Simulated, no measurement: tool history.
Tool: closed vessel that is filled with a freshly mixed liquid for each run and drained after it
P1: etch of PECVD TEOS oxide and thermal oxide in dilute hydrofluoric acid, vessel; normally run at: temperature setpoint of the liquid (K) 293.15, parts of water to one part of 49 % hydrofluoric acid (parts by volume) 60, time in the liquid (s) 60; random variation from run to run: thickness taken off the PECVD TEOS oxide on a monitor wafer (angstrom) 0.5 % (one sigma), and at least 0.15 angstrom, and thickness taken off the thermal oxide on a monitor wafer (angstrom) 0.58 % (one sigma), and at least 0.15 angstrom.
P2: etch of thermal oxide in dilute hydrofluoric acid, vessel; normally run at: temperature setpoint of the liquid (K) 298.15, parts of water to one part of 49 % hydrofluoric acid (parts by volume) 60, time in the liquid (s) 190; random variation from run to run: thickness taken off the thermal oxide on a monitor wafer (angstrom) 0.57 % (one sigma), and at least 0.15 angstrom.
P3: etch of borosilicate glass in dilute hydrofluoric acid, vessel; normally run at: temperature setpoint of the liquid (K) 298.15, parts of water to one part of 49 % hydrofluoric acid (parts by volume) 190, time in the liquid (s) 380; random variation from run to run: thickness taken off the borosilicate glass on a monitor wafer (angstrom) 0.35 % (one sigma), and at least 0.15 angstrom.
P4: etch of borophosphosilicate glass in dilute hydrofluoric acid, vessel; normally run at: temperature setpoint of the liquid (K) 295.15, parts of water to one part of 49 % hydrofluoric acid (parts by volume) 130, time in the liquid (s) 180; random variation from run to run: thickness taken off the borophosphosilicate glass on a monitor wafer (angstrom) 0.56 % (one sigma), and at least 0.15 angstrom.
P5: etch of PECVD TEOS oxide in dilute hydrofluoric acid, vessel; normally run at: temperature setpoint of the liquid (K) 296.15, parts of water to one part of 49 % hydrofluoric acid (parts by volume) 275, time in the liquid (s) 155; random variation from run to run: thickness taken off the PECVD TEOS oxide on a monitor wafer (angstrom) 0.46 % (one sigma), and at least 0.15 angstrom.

| run | day | process that ran | temperature setpoint of the liquid (K) | parts of water to one part of 49 % hydrofluoric acid (parts by volume) | time in the liquid (s) | thickness taken off the PECVD TEOS oxide on a monitor wafer (angstrom) | thickness taken off the thermal oxide on a monitor wafer (angstrom) | thickness taken off the borophosphosilicate glass on a monitor wafer (angstrom) | thickness taken off the borosilicate glass on a monitor wafer (angstrom) |
|---|---|---|---|---|---|---|---|---|---|
| 1 | 0.304 | P1 | 293.15 | 60 | 60 | 115.57 | 41.985 |  |  |
| 2 | 0.546 | P1 | 290.15 | 60 | 105 | 176.51 | 64.343 |  |  |
| 3 | 0.771 | P1 | 293.15 | 95 | 60 | 70.337 | 25.436 |  |  |
| 4 | 1.038 | P5 | 296.15 | 275 | 155 | 114.46 |  |  |  |
| 5 | 1.325 | P4 | 295.15 | 130 | 180 |  |  | 531.2 |  |
| 6 | 1.604 | P3 | 293.65 | 190 | 380 |  |  |  | 278.06 |
| 7 | 1.771 | P1 | 293.15 | 30 | 60 | 239.41 | 85.745 |  |  |
| 8 | 2 | P4 | 290.15 | 130 | 180 |  |  | 431.81 |  |
| 9 | 2.167 | P1 | 293.15 | 60 | 100 | 192.92 | 69.434 |  |  |
| 10 | 2.438 | P1 | 293.15 | 60 | 60 | 115.43 | 42.093 |  |  |
| 11 | 2.721 | P5 | 296.15 | 275 | 155 | 114.98 |  |  |  |
| 12 | 2.95 | P4 | 295.15 | 130 | 310 |  |  | 914.4 |  |
| 13 | 3.162 | P2 | 298.15 | 60 | 190 |  | 165.67 |  |  |
| 14 | 3.421 | P4 | 295.15 | 200 | 180 |  |  | 317.08 |  |
| 15 | 3.638 | P5 | 296.15 | 455 | 155 | 58.557 |  |  |  |
| 16 | 3.933 | P1 | 293.15 | 60 | 60 | 115 | 42.068 |  |  |
| 17 | 4.192 | P3 | 298.15 | 35 | 380 |  |  |  | 2163.4 |
| 18 | 4.412 | P1 | 293.15 | 60 | 60 | 115.58 | 41.57 |  |  |
| 19 | 4.683 | P5 | 292.15 | 275 | 155 | 97.556 |  |  |  |
| 20 | 4.833 | P5 | 296.15 | 275 | 30 | 22.072 |  |  |  |
| 21 | 5.062 | P2 | 298.15 | 60 | 360 |  | 316.22 |  |  |
| 22 | 5.358 | P3 | 298.15 | 190 | 380 |  |  |  | 329.76 |
| 23 | 5.521 | P2 | 298.15 | 100 | 190 |  | 94.395 |  |  |
| 24 | 5.667 | P4 | 295.15 | 130 | 180 |  |  | 533.3 |  |
| 25 | 5.971 | P3 | 298.15 | 190 | 380 |  |  |  | 330.07 |
| 26 | 6.212 | P1 | 293.15 | 60 | 30 | 58.03 | 20.818 |  |  |
|  | 6.392 | hydrofluoric acid flow meter replaced |
| 27 | 6.454 | P1 | 293.15 | 60 | 60 | 114.33 | 41.707 |  |  |
| 28 | 6.596 | P1 | 290.15 | 60 | 60 | 101.61 | 36.713 |  |  |
| 29 | 6.875 | P1 | 300.65 | 60 | 60 | 154.92 | 56.671 |  |  |
| 30 | 7.117 | P2 | 305.65 | 60 | 190 |  | 225.55 |  |  |
| 31 | 7.279 | P3 | 298.15 | 190 | 750 |  |  |  | 652.98 |
| 32 | 7.467 | P1 | 293.15 | 60 | 60 | 115.4 | 41.39 |  |  |
| 33 | 7.675 | P1 | 293.15 | 60 | 60 | 113 | 40.9 |  |  |
| 34 | 7.962 | P1 | 293.15 | 60 | 60 | 109.6 | 40.18 |  |  |
| 35 | 8.271 | P1 | 293.15 | 60 | 60 | 109.62 | 39.432 |  |  |
| 36 | 8.533 | P1 | 293.15 | 60 | 60 | 108.71 | 38.958 |  |  |
| 37 | 8.812 | P1 | 293.15 | 60 | 60 | 108.09 | 39.057 |  |  |
| 38 | 9.008 | P1 | 293.15 | 60 | 60 | 108.06 | 38.786 |  |  |
| 39 | 9.179 | P1 | 293.15 | 60 | 60 | 107.88 | 38.767 |  |  |
| 40 | 9.408 | P1 | 293.15 | 60 | 60 | 106.91 | 38.827 |  |  |
| 41 | 9.6 | P1 | 293.15 | 60 | 60 | 107.97 | 38.897 |  |  |
| 42 | 9.738 | P1 | 293.15 | 60 | 60 | 107.3 | 39.14 |  |  |

What P1 gives has crept away from where it was. These 2 causes fit the log equally well, each at the size given:
A: liquid colder than its thermometer reads (K) = 1.67
B: hydrofluoric acid flow below the setpoint (%) = 6.38
The creep began at about day 7.467.

4 check runs are offered, each on 2 wafers whose results are averaged, their results left as question marks. Which one tells the causes apart?
| check 1 | 9.875 | P4 | 290.15 | 130 | 180 |  |  | ? |  |
| check 2 | 9.875 | P3 | 298.15 | 75 | 720 |  |  |  | ? |
| check 3 | 9.875 | P5 | 296.15 | 420 | 155 | ? |  |  |  |
| check 4 | 9.875 | P2 | 298.15 | 95 | 190 |  | ? |  |  |

What each check would give under each cause:
| check | result | if A | if B |
|---|---|---|---|
| check 1 | thickness taken off the borophosphosilicate glass on a monitor wafer (angstrom) | 403.79 | 401.81 |
| check 2 | thickness taken off the borosilicate glass on a monitor wafer (angstrom) | 1702.3 | 1693.4 |
| check 3 | thickness taken off the PECVD TEOS oxide on a monitor wafer (angstrom) | 61.835 | 59.725 |
| check 4 | thickness taken off the thermal oxide on a monitor wafer (angstrom) | 94.089 | 93.364 |
How far apart the two closest causes lie, in the result that separates them most: check 1 0.49 %; check 2 0.53 %; check 3 3.47 %; check 4 0.77 %
Only check 3 tells the causes apart: in the others they would give nearly the same result.

Check 3 was then run and gave: thickness taken off the PECVD TEOS oxide on a monitor wafer (angstrom) 62.367. Which cause is it?

It is A: liquid colder than its thermometer reads (K).
